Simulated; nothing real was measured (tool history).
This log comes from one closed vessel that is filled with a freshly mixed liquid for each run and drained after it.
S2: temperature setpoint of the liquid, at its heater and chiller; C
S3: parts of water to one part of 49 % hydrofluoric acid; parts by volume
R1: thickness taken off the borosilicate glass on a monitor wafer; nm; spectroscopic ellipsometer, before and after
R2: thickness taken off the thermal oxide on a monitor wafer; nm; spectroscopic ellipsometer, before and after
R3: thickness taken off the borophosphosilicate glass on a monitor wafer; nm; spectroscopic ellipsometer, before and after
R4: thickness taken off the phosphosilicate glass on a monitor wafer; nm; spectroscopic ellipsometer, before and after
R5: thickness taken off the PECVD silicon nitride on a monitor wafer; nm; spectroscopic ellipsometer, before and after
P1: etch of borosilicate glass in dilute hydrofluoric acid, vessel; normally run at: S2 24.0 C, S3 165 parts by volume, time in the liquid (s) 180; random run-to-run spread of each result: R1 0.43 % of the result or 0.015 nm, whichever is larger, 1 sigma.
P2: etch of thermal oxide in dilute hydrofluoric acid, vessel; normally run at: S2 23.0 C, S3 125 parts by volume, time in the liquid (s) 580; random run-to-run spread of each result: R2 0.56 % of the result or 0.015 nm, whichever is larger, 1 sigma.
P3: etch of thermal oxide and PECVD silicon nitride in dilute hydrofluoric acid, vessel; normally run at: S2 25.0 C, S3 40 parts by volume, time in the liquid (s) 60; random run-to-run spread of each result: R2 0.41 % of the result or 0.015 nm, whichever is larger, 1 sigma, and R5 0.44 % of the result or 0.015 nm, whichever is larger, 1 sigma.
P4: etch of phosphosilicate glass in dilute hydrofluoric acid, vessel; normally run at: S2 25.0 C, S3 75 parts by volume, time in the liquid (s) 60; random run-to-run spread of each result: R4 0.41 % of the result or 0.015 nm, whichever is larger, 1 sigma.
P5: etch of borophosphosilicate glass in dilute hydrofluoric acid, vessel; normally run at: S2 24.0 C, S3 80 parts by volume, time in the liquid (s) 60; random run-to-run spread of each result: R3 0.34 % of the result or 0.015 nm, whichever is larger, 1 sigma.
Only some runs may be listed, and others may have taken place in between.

run 1 hour=4.2 | process_that_ran=P1 S2=24.0 S3=165 time_in_the_liquid_(s)=180 | R1=25.9360
run 2 hour=10.5 | process_that_ran=P2 S2=23.0 S3=45 time_in_the_liquid_(s)=580 | R2=61.1410
run 3 hour=17.6 | process_that_ran=P5 S2=24.0 S3=25 time_in_the_liquid_(s)=60 | R3=101.000
run 4 hour=23.5 | process_that_ran=P4 S2=21.5 S3=75 time_in_the_liquid_(s)=60 | R4=82.076
run 5 hour=29.6 | process_that_ran=P1 S2=24.0 S3=165 time_in_the_liquid_(s)=30 | R1=4.2526
run 6 hour=33.2 | process_that_ran=P3 S2=25.0 S3=40 time_in_the_liquid_(s)=60 | R2=7.9567 R5=5.1324
run 7 hour=41.3 | process_that_ran=P5 S2=24.0 S3=80 time_in_the_liquid_(s)=60 | R3=29.493
run 8 hour=48.9 | process_that_ran=P3 S2=32.0 S3=40 time_in_the_liquid_(s)=60 | R2=10.5280 R5=8.2002
run 9 hour=56.5 | process_that_ran=P1 S2=24.0 S3=165 time_in_the_liquid_(s)=355 | R1=50.3100
run 10 hour=61.7 | process_that_ran=P3 S2=25.0 S3=40 time_in_the_liquid_(s)=30 | R2=3.9484 R5=2.5748
run 11 hour=66.6 | process_that_ran=P1 S2=24.0 S3=165 time_in_the_liquid_(s)=180 | R1=25.6140
run 12 hour=70.2 | process_that_ran=P1 S2=17.5 S3=80 time_in_the_liquid_(s)=180 | R1=44.6300
run 13 hour=77.6 | process_that_ran=P5 S2=24.0 S3=80 time_in_the_liquid_(s)=30 | R3=14.638
run 14 hour=82.8 | process_that_ran=P1 S2=18.0 S3=165 time_in_the_liquid_(s)=180 | R1=20.2900
run 15 hour=89.1 | process_that_ran=P4 S2=25.0 S3=75 time_in_the_liquid_(s)=95 | R4=148.390
run 16 hour=96.0 | process_that_ran=P1 S2=24.0 S3=100 time_in_the_liquid_(s)=180 | R1=45.8080
run 17 hour=104.0 | process_that_ran=P1 S2=29.5 S3=105 time_in_the_liquid_(s)=180 | R1=53.6790
run 18 hour=109.1 | process_that_ran=P1 S2=30.0 S3=165 time_in_the_liquid_(s)=180 | R1=31.9330
run 19 hour=115.0 | process_that_ran=P2 S2=17.0 S3=125 time_in_the_liquid_(s)=580 | R2=15.6370
run 20 hour=123.0 | process_that_ran=P5 S2=28.0 S3=80 time_in_the_liquid_(s)=60 | R3=34.438
run 21 hour=127.5 | process_that_ran=P4 S2=25.0 S3=75 time_in_the_liquid_(s)=60 | R4=93.971
-- hour=131.0 hydrofluoric acid flow meter replaced
run 22 hour=133.7 | process_that_ran=P2 S2=23.0 S3=125 time_in_the_liquid_(s)=580 | R2=19.9080
run 23 hour=141.0 | process_that_ran=P1 S2=31.0 S3=40 time_in_the_liquid_(s)=180 | R1=163.8600
run 24 hour=147.3 | process_that_ran=P1 S2=24.0 S3=165 time_in_the_liquid_(s)=180 | R1=25.6300
run 25 hour=151.0 | process_that_ran=P1 S2=24.0 S3=165 time_in_the_liquid_(s)=180 | R1=25.7240
run 26 hour=154.6 | process_that_ran=P2 S2=23.0 S3=125 time_in_the_liquid_(s)=1035 | R2=35.6710
run 27 hour=162.6 | process_that_ran=P1 S2=24.0 S3=165 time_in_the_liquid_(s)=180 | R1=25.6970
run 28 hour=167.4 | process_that_ran=P1 S2=24.0 S3=280 time_in_the_liquid_(s)=180 | R1=13.3960
run 29 hour=175.0 | process_that_ran=P3 S2=25.0 S3=20 time_in_the_liquid_(s)=60 | R2=16.2580 R5=10.0710
run 30 hour=180.5 | process_that_ran=P1 S2=24.0 S3=165 time_in_the_liquid_(s)=180 | R1=25.5280
run 31 hour=185.4 | process_that_ran=P4 S2=25.0 S3=35 time_in_the_liquid_(s)=60 | R4=212.110
run 32 hour=192.3 | process_that_ran=P1 S2=24.0 S3=165 time_in_the_liquid_(s)=180 | R1=25.6650
run 33 hour=197.8 | process_that_ran=P1 S2=24.0 S3=165 time_in_the_liquid_(s)=180 | R1=26.1880
run 34 hour=201.6 | process_that_ran=P1 S2=24.0 S3=165 time_in_the_liquid_(s)=180 | R1=26.7920
run 35 hour=208.2 | process_that_ran=P1 S2=24.0 S3=165 time_in_the_liquid_(s)=180 | R1=26.9220
run 36 hour=212.1 | process_that_ran=P1 S2=24.0 S3=165 time_in_the_liquid_(s)=180 | R1=26.9630
run 37 hour=218.6 | process_that_ran=P1 S2=24.0 S3=165 time_in_the_liquid_(s)=180 | R1=27.3250
run 38 hour=223.7 | process_that_ran=P1 S2=24.0 S3=165 time_in_the_liquid_(s)=180 | R1=27.2930
run 39 hour=227.9 | process_that_ran=P1 S2=24.0 S3=165 time_in_the_liquid_(s)=180 | R1=27.3730
run 40 hour=235.7 | process_that_ran=P1 S2=24.0 S3=165 time_in_the_liquid_(s)=180 | R1=27.1050

P1 has crept away from where it was. The log is fitted equally well by each of these 2 causes, at the sizes shown:
A: liquid hotter than its thermometer reads (K) = 1.56
B: hydrofluoric acid flow above the setpoint (%) = 5.07
Onset of the creep was near hour 192.3.

Question marks stand in for the results of the 4 check runs listed below, each run on one wafer. Under which run would the listed causes show clearly different results?
run check 1 hour=243.5 | process_that_ran=P2 S2=23.0 S3=125 time_in_the_liquid_(s)=580 | R2=?
run check 2 hour=243.5 | process_that_ran=P3 S2=25.0 S3=40 time_in_the_liquid_(s)=60 | R2=? R5=?
run check 3 hour=243.5 | process_that_ran=P5 S2=24.0 S3=80 time_in_the_liquid_(s)=60 | R3=?
run check 4 hour=243.5 | process_that_ran=P4 S2=25.0 S3=75 time_in_the_liquid_(s)=60 | R4=?

What each check would give under each cause:
check=check_1 result=R2 if_A=21.2510 if_B=21.1580
check=check_2 result=R2 if_A=8.4787 if_B=8.3798
check=check_2 result=R5 if_A=5.7224 if_B=5.4100
check=check_3 result=R3 if_A=31.334 if_B=31.086
check=check_4 result=R4 if_A=100.210 if_B=99.430
Smallest distance between any two causes, each pair judged by its most separating result, in per cent: check 1 0.44 %; check 2 5.61 %; check 3 0.79 %; check 4 0.78 %
The other checks would show nearly matching results whichever cause is true, so check 2 is the only one that separates the causes.

Running check 2 produced the following: R2 8.4181 nm; R5 5.4004 nm. Which one of the listed causes fits?

The correct cause is B, namely: hydrofluoric acid flow above the setpoint (%).
